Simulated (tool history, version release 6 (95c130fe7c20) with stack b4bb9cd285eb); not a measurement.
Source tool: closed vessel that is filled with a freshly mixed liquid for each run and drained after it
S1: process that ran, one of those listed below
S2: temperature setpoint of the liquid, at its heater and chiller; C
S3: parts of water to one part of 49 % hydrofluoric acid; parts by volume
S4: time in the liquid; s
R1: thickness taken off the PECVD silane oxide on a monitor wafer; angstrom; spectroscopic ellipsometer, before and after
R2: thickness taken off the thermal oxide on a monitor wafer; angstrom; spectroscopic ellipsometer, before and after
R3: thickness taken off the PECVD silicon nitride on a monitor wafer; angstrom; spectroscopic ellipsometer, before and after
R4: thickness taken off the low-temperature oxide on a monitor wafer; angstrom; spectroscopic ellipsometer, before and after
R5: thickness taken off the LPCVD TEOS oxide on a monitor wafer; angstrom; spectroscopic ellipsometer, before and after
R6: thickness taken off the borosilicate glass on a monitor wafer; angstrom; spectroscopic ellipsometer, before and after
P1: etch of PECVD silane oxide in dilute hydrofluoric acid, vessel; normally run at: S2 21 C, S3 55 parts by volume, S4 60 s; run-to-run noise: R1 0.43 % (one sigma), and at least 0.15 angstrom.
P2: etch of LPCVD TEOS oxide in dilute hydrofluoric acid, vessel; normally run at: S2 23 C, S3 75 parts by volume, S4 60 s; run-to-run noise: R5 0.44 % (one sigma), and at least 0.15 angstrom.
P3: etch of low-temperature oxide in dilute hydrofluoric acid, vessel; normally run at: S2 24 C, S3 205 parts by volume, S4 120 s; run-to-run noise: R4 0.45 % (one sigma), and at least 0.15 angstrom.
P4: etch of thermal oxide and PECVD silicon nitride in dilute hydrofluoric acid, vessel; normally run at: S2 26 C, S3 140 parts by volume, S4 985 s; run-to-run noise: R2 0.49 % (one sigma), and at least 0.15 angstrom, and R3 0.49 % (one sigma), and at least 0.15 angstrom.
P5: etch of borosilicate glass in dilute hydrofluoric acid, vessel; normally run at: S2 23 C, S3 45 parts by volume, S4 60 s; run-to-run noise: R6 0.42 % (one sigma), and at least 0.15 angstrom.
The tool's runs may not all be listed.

{"run": 1, "hour": 6.5, "S1": "P1", "S2": 21, "S3": 55, "S4": 60, "R1": 509.47}
{"run": 2, "hour": 15.5, "S1": "P4", "S2": 26, "S3": 140, "S4": 1565, "R2": 544.81, "R3": 718.54}
{"run": 3, "hour": 24.7, "S1": "P3", "S2": 24, "S3": 205, "S4": 120, "R4": 137.2}
{"run": 4, "hour": 33.3, "S1": "P1", "S2": 29, "S3": 55, "S4": 60, "R1": 699.65}
{"run": 5, "hour": 41.5, "S1": "P4", "S2": 19.5, "S3": 140, "S4": 985, "R2": 265.53, "R3": 295.43}
{"run": 6, "hour": 51.3, "S1": "P1", "S2": 17, "S3": 55, "S4": 60, "R1": 428.2}
{"run": 7, "hour": 59.6, "S1": "P3", "S2": 17, "S3": 205, "S4": 120, "R4": 104.51}
{"run": 8, "hour": 65.0, "S1": "P3", "S2": 24, "S3": 125, "S4": 120, "R4": 245.69}
{"hour": 72.5, "done": "thermometer replaced"}
{"run": 9, "hour": 74.4, "S1": "P2", "S2": 23, "S3": 75, "S4": 115, "R5": 381.21}
{"run": 10, "hour": 82.1, "S1": "P1", "S2": 21, "S3": 55, "S4": 60, "R1": 507.58}
{"run": 11, "hour": 91.0, "S1": "P1", "S2": 17, "S3": 95, "S4": 60, "R1": 235.95}
{"run": 12, "hour": 96.9, "S1": "P5", "S2": 23, "S3": 70, "S4": 60, "R6": 378.84}
{"run": 13, "hour": 105.0, "S1": "P1", "S2": 21, "S3": 100, "S4": 60, "R1": 261.8}
{"run": 14, "hour": 110.7, "S1": "P1", "S2": 21, "S3": 20, "S4": 85, "R1": 2066.4}
{"run": 15, "hour": 117.7, "S1": "P1", "S2": 21, "S3": 20, "S4": 60, "R1": 1455.7}
{"run": 16, "hour": 123.8, "S1": "P1", "S2": 21, "S3": 55, "S4": 60, "R1": 504.94}
{"run": 17, "hour": 132.1, "S1": "P1", "S2": 21, "S3": 55, "S4": 100, "R1": 844.55}
{"run": 18, "hour": 138.3, "S1": "P5", "S2": 23, "S3": 45, "S4": 30, "R6": 305.48}
{"run": 19, "hour": 145.8, "S1": "P4", "S2": 26, "S3": 140, "S4": 985, "R2": 340.14, "R3": 450.53}
{"run": 20, "hour": 155.6, "S1": "P3", "S2": 24, "S3": 205, "S4": 30, "R4": 34.589}
{"run": 21, "hour": 163.0, "S1": "P3", "S2": 24, "S3": 205, "S4": 120, "R4": 137.17}
{"run": 22, "hour": 168.7, "S1": "P2", "S2": 23, "S3": 75, "S4": 60, "R5": 201.2}
{"run": 23, "hour": 173.2, "S1": "P5", "S2": 30, "S3": 45, "S4": 60, "R6": 803.08}
{"run": 24, "hour": 182.3, "S1": "P2", "S2": 19, "S3": 75, "S4": 60, "R5": 168.83}
{"run": 25, "hour": 190.8, "S1": "P4", "S2": 26, "S3": 60, "S4": 985, "R2": 880.24, "R3": 1033.1}
{"run": 26, "hour": 195.9, "S1": "P1", "S2": 21, "S3": 85, "S4": 85, "R1": 445.61}
{"run": 27, "hour": 203.1, "S1": "P1", "S2": 21, "S3": 55, "S4": 30, "R1": 253.72}
{"run": 28, "hour": 211.5, "S1": "P1", "S2": 21, "S3": 55, "S4": 60, "R1": 508.83}
{"run": 29, "hour": 217.8, "S1": "P2", "S2": 23, "S3": 45, "S4": 60, "R5": 343.26}
{"run": 30, "hour": 222.8, "S1": "P5", "S2": 23, "S3": 45, "S4": 60, "R6": 606}
{"run": 31, "hour": 230.1, "S1": "P4", "S2": 26, "S3": 140, "S4": 985, "R2": 341.23, "R3": 452.07}
{"run": 32, "hour": 238.8, "S1": "P1", "S2": 21, "S3": 55, "S4": 60, "R1": 506.75}
{"run": 33, "hour": 245.5, "S1": "P1", "S2": 21, "S3": 55, "S4": 60, "R1": 495.63}
{"run": 34, "hour": 254.5, "S1": "P1", "S2": 21, "S3": 55, "S4": 60, "R1": 485.82}
{"run": 35, "hour": 259.2, "S1": "P1", "S2": 21, "S3": 55, "S4": 60, "R1": 479.09}
{"run": 36, "hour": 264.8, "S1": "P1", "S2": 21, "S3": 55, "S4": 60, "R1": 479.64}
{"run": 37, "hour": 273.8, "S1": "P1", "S2": 21, "S3": 55, "S4": 60, "R1": 476.3}
{"run": 38, "hour": 283.6, "S1": "P1", "S2": 21, "S3": 55, "S4": 60, "R1": 473.09}
{"run": 39, "hour": 292.3, "S1": "P1", "S2": 21, "S3": 55, "S4": 60, "R1": 479}

What P1 gives has crept off from where it sat before. The 2 causes that follow fit the log equally well, each at the size noted:
A: liquid colder than its thermometer reads (K) = 1.43
B: hydrofluoric acid flow below the setpoint (%) = 5.49
Onset of the creep was near hour 238.8.

Listed below are the offered check runs, one wafer per run, with question marks in place of results. For which of them would the causes give clearly different outcomes?
{"run": "check 1", "hour": 301.0, "S1": "P2", "S2": 20, "S3": 75, "S4": 60, "R5": "?"}
{"run": "check 2", "hour": 301.0, "S1": "P3", "S2": 17, "S3": 205, "S4": 120, "R4": "?"}
{"run": "check 3", "hour": 301.0, "S1": "P5", "S2": 27, "S3": 45, "S4": 30, "R6": "?"}
{"run": "check 4", "hour": 301.0, "S1": "P4", "S2": 20, "S3": 140, "S4": 985, "R2": "?", "R3": "?"}

What each check would give under each cause:
check=check_1 result=R5 if_A=166.23 if_B=165.99
check=check_2 result=R4 if_A=99.042 if_B=98.063
check=check_3 result=R6 if_A=337.1 if_B=336.4
check=check_4 result=R2 if_A=254.67 if_B=252.81
check=check_4 result=R3 if_A=275.67 if_B=287.34
Gap, in per cent, between the two causes that each check separates least, read from the result that separates them most: check 1 0.15 %; check 2 0.99 %; check 3 0.21 %; check 4 4.15 %
The other checks would show nearly matching results whichever cause is true, so check 4 is the only one that separates the causes.

The results of check 4 are: R2 255.81 angstrom; R3 275.4 angstrom. Based on these, which of the listed causes is it?

A is the cause: liquid colder than its thermometer reads (K).

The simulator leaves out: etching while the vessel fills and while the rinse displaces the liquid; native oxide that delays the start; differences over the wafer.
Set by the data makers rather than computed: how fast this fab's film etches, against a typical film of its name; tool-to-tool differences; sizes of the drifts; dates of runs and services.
